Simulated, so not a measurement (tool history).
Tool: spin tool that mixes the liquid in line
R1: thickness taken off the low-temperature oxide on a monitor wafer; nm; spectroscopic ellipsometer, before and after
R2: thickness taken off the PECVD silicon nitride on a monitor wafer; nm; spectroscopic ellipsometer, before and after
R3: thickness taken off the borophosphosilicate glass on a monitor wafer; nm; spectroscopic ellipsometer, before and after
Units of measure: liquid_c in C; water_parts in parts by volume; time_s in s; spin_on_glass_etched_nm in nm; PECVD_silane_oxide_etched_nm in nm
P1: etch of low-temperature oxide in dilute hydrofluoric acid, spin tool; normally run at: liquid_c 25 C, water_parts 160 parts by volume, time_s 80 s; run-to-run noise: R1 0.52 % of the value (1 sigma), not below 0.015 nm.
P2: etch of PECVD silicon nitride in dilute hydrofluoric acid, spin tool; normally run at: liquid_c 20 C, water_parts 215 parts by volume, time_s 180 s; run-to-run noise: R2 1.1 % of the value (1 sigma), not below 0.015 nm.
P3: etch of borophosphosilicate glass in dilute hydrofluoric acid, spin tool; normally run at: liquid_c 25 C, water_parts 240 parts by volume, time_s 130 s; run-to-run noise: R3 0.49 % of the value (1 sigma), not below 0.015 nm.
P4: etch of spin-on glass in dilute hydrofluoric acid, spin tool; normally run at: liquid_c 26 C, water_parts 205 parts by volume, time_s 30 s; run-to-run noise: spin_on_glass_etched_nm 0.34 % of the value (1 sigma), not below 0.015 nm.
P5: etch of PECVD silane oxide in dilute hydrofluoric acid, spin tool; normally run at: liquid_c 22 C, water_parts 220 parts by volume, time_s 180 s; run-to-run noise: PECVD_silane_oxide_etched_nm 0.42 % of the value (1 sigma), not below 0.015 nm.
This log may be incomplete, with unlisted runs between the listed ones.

Run 1, day 0.512: process P1, liquid_c 25 C, water_parts 160 parts by volume, time_s 80 s. Result: R1 5.9115 nm.
Run 2, day 0.771: process P2, liquid_c 20 C, water_parts 400 parts by volume, time_s 180 s. Result: R2 1.3464 nm.
Run 3, day 1.308: process P3, liquid_c 25 C, water_parts 65 parts by volume, time_s 130 s. Result: R3 185.98 nm.
Run 4, day 1.592: process P4, liquid_c 22 C, water_parts 205 parts by volume, time_s 30 s. Result: spin_on_glass_etched_nm 7.3782 nm.
Run 5, day 2.112: process P1, liquid_c 19 C, water_parts 160 parts by volume, time_s 80 s. Result: R1 4.708 nm.
Run 6, day 2.554: process P1, liquid_c 31 C, water_parts 280 parts by volume, time_s 80 s. Result: R1 3.6163 nm.
Run 7, day 2.904: process P3, liquid_c 25 C, water_parts 240 parts by volume, time_s 210 s. Result: R3 65.871 nm.
Run 8, day 3.279: process P5, liquid_c 17 C, water_parts 220 parts by volume, time_s 180 s. Result: PECVD_silane_oxide_etched_nm 12.35 nm.
Run 9, day 3.612: process P5, liquid_c 22 C, water_parts 220 parts by volume, time_s 15 s. Result: PECVD_silane_oxide_etched_nm 1.2495 nm.
Run 10, day 4.042: process P4, liquid_c 26 C, water_parts 205 parts by volume, time_s 30 s. Result: spin_on_glass_etched_nm 8.5638 nm.
Run 11, day 4.529: process P1, liquid_c 25 C, water_parts 160 parts by volume, time_s 80 s. Result: R1 5.9979 nm.
Run 12, day 5.021: process P1, liquid_c 25 C, water_parts 160 parts by volume, time_s 15 s. Result: R1 1.1009 nm.
Run 13, day 5.571: process P1, liquid_c 25 C, water_parts 160 parts by volume, time_s 80 s. Result: R1 5.9887 nm.
Run 14, day 5.971: process P2, liquid_c 20 C, water_parts 215 parts by volume, time_s 315 s. Result: R2 4.2321 nm.
Run 15, day 6.279: process P1, liquid_c 25 C, water_parts 160 parts by volume, time_s 80 s. Result: R1 5.9348 nm.
Run 16, day 6.633: process P1, liquid_c 25 C, water_parts 160 parts by volume, time_s 80 s. Result: R1 5.8991 nm.
Run 17, day 7.108: process P1, liquid_c 25 C, water_parts 95 parts by volume, time_s 80 s. Result: R1 10.792 nm.
Run 18, day 7.371: process P2, liquid_c 27.5 C, water_parts 215 parts by volume, time_s 180 s. Result: R2 3.8451 nm.
Run 19, day 7.896: process P1, liquid_c 25 C, water_parts 275 parts by volume, time_s 125 s. Result: R1 4.7534 nm.
Run 20, day 8.275: process P3, liquid_c 25 C, water_parts 240 parts by volume, time_s 130 s. Result: R3 40.656 nm.
Run 21, day 8.6: process P4, liquid_c 26 C, water_parts 110 parts by volume, time_s 30 s. Result: spin_on_glass_etched_nm 17.817 nm.
Run 22, day 8.921: process P2, liquid_c 20 C, water_parts 215 parts by volume, time_s 180 s. Result: R2 2.4698 nm.
Run 23, day 9.304: process P3, liquid_c 25 C, water_parts 240 parts by volume, time_s 130 s. Result: R3 41.251 nm.
Run 24, day 9.721: process P1, liquid_c 29 C, water_parts 160 parts by volume, time_s 80 s. Result: R1 6.8585 nm.
Run 25, day 10.183: process P1, liquid_c 25 C, water_parts 160 parts by volume, time_s 125 s. Result: R1 9.3533 nm.
Run 26, day 10.442: process P2, liquid_c 20 C, water_parts 215 parts by volume, time_s 180 s. Result: R2 2.473 nm.
Run 27, day 10.838: process P1, liquid_c 25 C, water_parts 280 parts by volume, time_s 80 s. Result: R1 2.9592 nm.
Run 28, day 11.317: process P1, liquid_c 25 C, water_parts 160 parts by volume, time_s 80 s. Result: R1 5.9545 nm.
Run 29, day 11.692: process P4, liquid_c 26 C, water_parts 205 parts by volume, time_s 45 s. Result: spin_on_glass_etched_nm 12.769 nm.
Run 30, day 12.25: process P5, liquid_c 22 C, water_parts 220 parts by volume, time_s 180 s. Result: PECVD_silane_oxide_etched_nm 14.949 nm.
Run 31, day 12.558: process P3, liquid_c 33 C, water_parts 240 parts by volume, time_s 130 s. Result: R3 54.124 nm.
Run 32, day 12.925: process P5, liquid_c 22 C, water_parts 310 parts by volume, time_s 180 s. Result: PECVD_silane_oxide_etched_nm 9.7871 nm.
Run 33, day 13.212: process P1, liquid_c 25 C, water_parts 160 parts by volume, time_s 80 s. Result: R1 5.9086 nm.
Run 34, day 13.633: process P1, liquid_c 25 C, water_parts 80 parts by volume, time_s 150 s. Result: R1 24.339 nm.
Run 35, day 14.012: process P1, liquid_c 25 C, water_parts 160 parts by volume, time_s 80 s. Result: R1 5.9215 nm.
Run 36, day 14.308: process P1, liquid_c 25 C, water_parts 160 parts by volume, time_s 80 s. Result: R1 5.7817 nm.
Run 37, day 14.667: process P1, liquid_c 25 C, water_parts 160 parts by volume, time_s 80 s. Result: R1 5.69 nm.
Run 38, day 15.067: process P1, liquid_c 25 C, water_parts 160 parts by volume, time_s 80 s. Result: R1 5.6189 nm.
Run 39, day 15.596: process P1, liquid_c 25 C, water_parts 160 parts by volume, time_s 80 s. Result: R1 5.587 nm.
Run 40, day 16.079: process P1, liquid_c 25 C, water_parts 160 parts by volume, time_s 80 s. Result: R1 5.5197 nm.
Run 41, day 16.512: process P1, liquid_c 25 C, water_parts 160 parts by volume, time_s 80 s. Result: R1 5.5806 nm.
Run 42, day 16.862: process P1, liquid_c 25 C, water_parts 160 parts by volume, time_s 80 s. Result: R1 5.5057 nm.

What P1 gives has crept away from where it was. These 2 causes fit the log equally well, each at the size given:
A: hydrofluoric acid flow below the setpoint (%) = 5.76
B: liquid colder than its thermometer reads (K) = 1.87
The process output started creeping at around day 14.012.

The list below offers 4 check runs, each averaging the results of 5 wafers, and shows each result as a question mark. For which of them would the listed causes give clearly different results?
Run check 1, day 17.212: process P4, liquid_c 26 C, water_parts 130 parts by volume, time_s 45 s. Result: spin_on_glass_etched_nm ?.
Run check 2, day 17.212: process P2, liquid_c 26 C, water_parts 360 parts by volume, time_s 180 s. Result: R2 ?.
Run check 3, day 17.212: process P5, liquid_c 17 C, water_parts 220 parts by volume, time_s 180 s. Result: PECVD_silane_oxide_etched_nm ?.
Run check 4, day 17.212: process P3, liquid_c 25 C, water_parts 165 parts by volume, time_s 130 s. Result: R3 ?.

Expected result of each check under each candidate cause:
  check                        result    if A    if B
check 1       spin_on_glass_etched_nm  20.534  20.479
check 2                            R2  2.0113   1.911
check 3  PECVD_silane_oxide_etched_nm  11.457   11.42
check 4                            R3  60.542  60.547
Smallest distance between any two causes, each pair judged by its most separating result, in per cent: check 1 0.27 %; check 2 5.11 %; check 3 0.32 %; check 4 0.01 %
Check 2 distinguishes between the causes, while the remaining checks would return nearly the same result for all of them.

Then check 2 was run and gave: R2 2.0233 nm. Which cause is it?

A is the cause: hydrofluoric acid flow below the setpoint (%).
